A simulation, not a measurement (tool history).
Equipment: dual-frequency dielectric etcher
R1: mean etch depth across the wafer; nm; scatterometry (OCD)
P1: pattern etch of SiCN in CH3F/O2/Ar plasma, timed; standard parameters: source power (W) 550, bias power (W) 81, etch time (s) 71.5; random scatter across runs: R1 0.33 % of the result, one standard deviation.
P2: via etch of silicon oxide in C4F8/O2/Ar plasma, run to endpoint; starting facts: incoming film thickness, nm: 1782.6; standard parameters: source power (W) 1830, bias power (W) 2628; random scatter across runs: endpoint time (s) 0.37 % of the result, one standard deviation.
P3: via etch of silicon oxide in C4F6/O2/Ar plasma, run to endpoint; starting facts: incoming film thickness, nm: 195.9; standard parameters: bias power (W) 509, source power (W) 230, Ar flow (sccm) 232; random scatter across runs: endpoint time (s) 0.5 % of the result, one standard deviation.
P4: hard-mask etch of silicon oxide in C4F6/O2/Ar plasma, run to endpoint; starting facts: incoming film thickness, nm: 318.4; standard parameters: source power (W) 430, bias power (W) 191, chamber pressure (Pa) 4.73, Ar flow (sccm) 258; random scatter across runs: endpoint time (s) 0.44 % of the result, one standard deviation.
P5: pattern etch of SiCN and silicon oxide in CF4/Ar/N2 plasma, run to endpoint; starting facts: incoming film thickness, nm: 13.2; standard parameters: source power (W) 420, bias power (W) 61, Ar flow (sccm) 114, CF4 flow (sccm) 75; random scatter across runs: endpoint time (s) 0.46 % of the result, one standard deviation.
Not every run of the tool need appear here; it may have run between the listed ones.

run 1 day=0.583 | process_that_ran=P1 source_power_(W)=550 bias_power_(W)=81 etch_time_(s)=71.5 | R1=31.129
run 2 day=1.133 | process_that_ran=P3 source_power_(W)=230 bias_power_(W)=509 Ar_flow_(sccm)=152 | endpoint_time_(s)=47.927
run 3 day=1.754 | process_that_ran=P3 source_power_(W)=160 bias_power_(W)=509 Ar_flow_(sccm)=232 | endpoint_time_(s)=57.382
run 4 day=2.150 | process_that_ran=P2 source_power_(W)=1830 bias_power_(W)=2024 | endpoint_time_(s)=359.930
run 5 day=2.754 | process_that_ran=P3 source_power_(W)=230 bias_power_(W)=509 Ar_flow_(sccm)=232 | endpoint_time_(s)=50.423
run 6 day=3.367 | process_that_ran=P4 source_power_(W)=430 bias_power_(W)=191 Ar_flow_(sccm)=258 chamber_pressure_(Pa)=4.73 | endpoint_time_(s)=100.080
run 7 day=3.858 | process_that_ran=P1 source_power_(W)=550 bias_power_(W)=81 etch_time_(s)=71.5 | R1=30.866
run 8 day=4.150 | process_that_ran=P1 source_power_(W)=550 bias_power_(W)=81 etch_time_(s)=71.5 | R1=31.216
run 9 day=4.775 | process_that_ran=P2 source_power_(W)=1830 bias_power_(W)=2628 | endpoint_time_(s)=333.840
run 10 day=5.392 | process_that_ran=P1 source_power_(W)=550 bias_power_(W)=59 etch_time_(s)=71.5 | R1=27.684
-- day=5.538 source power generator calibrated
run 11 day=5.754 | process_that_ran=P4 source_power_(W)=430 bias_power_(W)=265 Ar_flow_(sccm)=258 chamber_pressure_(Pa)=4.73 | endpoint_time_(s)=89.251
run 12 day=6.083 | process_that_ran=P4 source_power_(W)=290 bias_power_(W)=191 Ar_flow_(sccm)=258 chamber_pressure_(Pa)=4.73 | endpoint_time_(s)=116.570
run 13 day=6.692 | process_that_ran=P1 source_power_(W)=370 bias_power_(W)=96 etch_time_(s)=71.5 | R1=28.383
run 14 day=7.221 | process_that_ran=P5 source_power_(W)=420 bias_power_(W)=48 Ar_flow_(sccm)=114 CF4_flow_(sccm)=75 | endpoint_time_(s)=18.707
run 15 day=7.833 | process_that_ran=P4 source_power_(W)=430 bias_power_(W)=191 Ar_flow_(sccm)=321 chamber_pressure_(Pa)=4.73 | endpoint_time_(s)=102.770
run 16 day=8.358 | process_that_ran=P5 source_power_(W)=420 bias_power_(W)=61 Ar_flow_(sccm)=114 CF4_flow_(sccm)=94 | endpoint_time_(s)=16.901
run 17 day=8.688 | process_that_ran=P5 source_power_(W)=490 bias_power_(W)=61 Ar_flow_(sccm)=114 CF4_flow_(sccm)=75 | endpoint_time_(s)=15.363
run 18 day=9.212 | process_that_ran=P4 source_power_(W)=430 bias_power_(W)=191 Ar_flow_(sccm)=258 chamber_pressure_(Pa)=5.67 | endpoint_time_(s)=102.160
run 19 day=9.521 | process_that_ran=P1 source_power_(W)=550 bias_power_(W)=110 etch_time_(s)=71.5 | R1=34.735
run 20 day=9.796 | process_that_ran=P3 source_power_(W)=230 bias_power_(W)=649 Ar_flow_(sccm)=232 | endpoint_time_(s)=45.691
run 21 day=10.129 | process_that_ran=P2 source_power_(W)=2320 bias_power_(W)=2628 | endpoint_time_(s)=305.440
run 22 day=10.708 | process_that_ran=P1 source_power_(W)=550 bias_power_(W)=81 etch_time_(s)=71.5 | R1=30.834
run 23 day=11.008 | process_that_ran=P3 source_power_(W)=230 bias_power_(W)=509 Ar_flow_(sccm)=232 | endpoint_time_(s)=49.967
run 24 day=11.379 | process_that_ran=P4 source_power_(W)=430 bias_power_(W)=191 Ar_flow_(sccm)=258 chamber_pressure_(Pa)=4.73 | endpoint_time_(s)=99.501
run 25 day=11.800 | process_that_ran=P1 source_power_(W)=350 bias_power_(W)=81 etch_time_(s)=71.5 | R1=26.164
run 26 day=12.204 | process_that_ran=P1 source_power_(W)=750 bias_power_(W)=81 etch_time_(s)=71.5 | R1=34.893
run 27 day=12.746 | process_that_ran=P1 source_power_(W)=550 bias_power_(W)=81 etch_time_(s)=96.5 | R1=41.780
run 28 day=13.292 | process_that_ran=P5 source_power_(W)=420 bias_power_(W)=61 Ar_flow_(sccm)=135 CF4_flow_(sccm)=75 | endpoint_time_(s)=17.961
run 29 day=13.788 | process_that_ran=P5 source_power_(W)=420 bias_power_(W)=61 Ar_flow_(sccm)=114 CF4_flow_(sccm)=75 | endpoint_time_(s)=17.585
run 30 day=14.167 | process_that_ran=P1 source_power_(W)=550 bias_power_(W)=81 etch_time_(s)=44.5 | R1=19.260
run 31 day=14.700 | process_that_ran=P1 source_power_(W)=550 bias_power_(W)=81 etch_time_(s)=71.5 | R1=31.126
run 32 day=15.175 | process_that_ran=P1 source_power_(W)=550 bias_power_(W)=81 etch_time_(s)=71.5 | R1=31.266
run 33 day=15.529 | process_that_ran=P1 source_power_(W)=550 bias_power_(W)=81 etch_time_(s)=71.5 | R1=31.224
-- day=15.833 wet clean of the chamber
run 34 day=16.138 | process_that_ran=P1 source_power_(W)=550 bias_power_(W)=81 etch_time_(s)=71.5 | R1=31.296
run 35 day=16.704 | process_that_ran=P1 source_power_(W)=550 bias_power_(W)=81 etch_time_(s)=71.5 | R1=31.487
run 36 day=17.233 | process_that_ran=P1 source_power_(W)=550 bias_power_(W)=81 etch_time_(s)=71.5 | R1=31.492
run 37 day=17.546 | process_that_ran=P1 source_power_(W)=550 bias_power_(W)=81 etch_time_(s)=71.5 | R1=31.682
run 38 day=17.892 | process_that_ran=P1 source_power_(W)=550 bias_power_(W)=81 etch_time_(s)=71.5 | R1=31.327

Compared with where it was, what P1 gives has crept away. Each cause listed below fits the log as well as the rest, at the size given for it:
A: bias power that arrives over what is set, % = 4.72
B: source power that arrives over what is set, % = 4.46
The onset of the drift is placed at about day 14.700.
What rules out each remaining cause:
chamber walls in a state that raises the etch rate, %: its service at day 15.833 followed the start of the drift and did not put the process back to its old value

You are offered 4 check runs, listed below with question marks in place of their results; each one averages 2 wafers. Which run separates the listed causes by giving clearly different results for each?
run check 1 day=18.238 | process_that_ran=P5 source_power_(W)=420 bias_power_(W)=61 Ar_flow_(sccm)=114 CF4_flow_(sccm)=75 | endpoint_time_(s)=?
run check 2 day=18.238 | process_that_ran=P2 source_power_(W)=1830 bias_power_(W)=2628 | endpoint_time_(s)=?
run check 3 day=18.238 | process_that_ran=P3 source_power_(W)=230 bias_power_(W)=509 Ar_flow_(sccm)=232 | endpoint_time_(s)=?
run check 4 day=18.238 | process_that_ran=P4 source_power_(W)=430 bias_power_(W)=191 Ar_flow_(sccm)=258 chamber_pressure_(Pa)=4.73 | endpoint_time_(s)=?

If the cause were each of the candidates in turn, the checks would give the following:
check=check_1 result=endpoint_time_(s) if_A=17.268 if_B=16.870
check=check_2 result=endpoint_time_(s) if_A=330.000 if_B=329.010
check=check_3 result=endpoint_time_(s) if_A=49.527 if_B=49.618
check=check_4 result=endpoint_time_(s) if_A=98.446 if_B=98.227
Minimum pairwise separation of causes per check, each pair taken at its best-separating result: check 1 2.33 %; check 2 0.3 %; check 3 0.18 %; check 4 0.22 %
The other checks would show nearly matching results whichever cause is true, so check 1 is the only one that separates the causes.

Here is what check 1 returned: endpoint time (s) 17.208. Which cause is it?

The cause is A: bias power that arrives over what is set, %.

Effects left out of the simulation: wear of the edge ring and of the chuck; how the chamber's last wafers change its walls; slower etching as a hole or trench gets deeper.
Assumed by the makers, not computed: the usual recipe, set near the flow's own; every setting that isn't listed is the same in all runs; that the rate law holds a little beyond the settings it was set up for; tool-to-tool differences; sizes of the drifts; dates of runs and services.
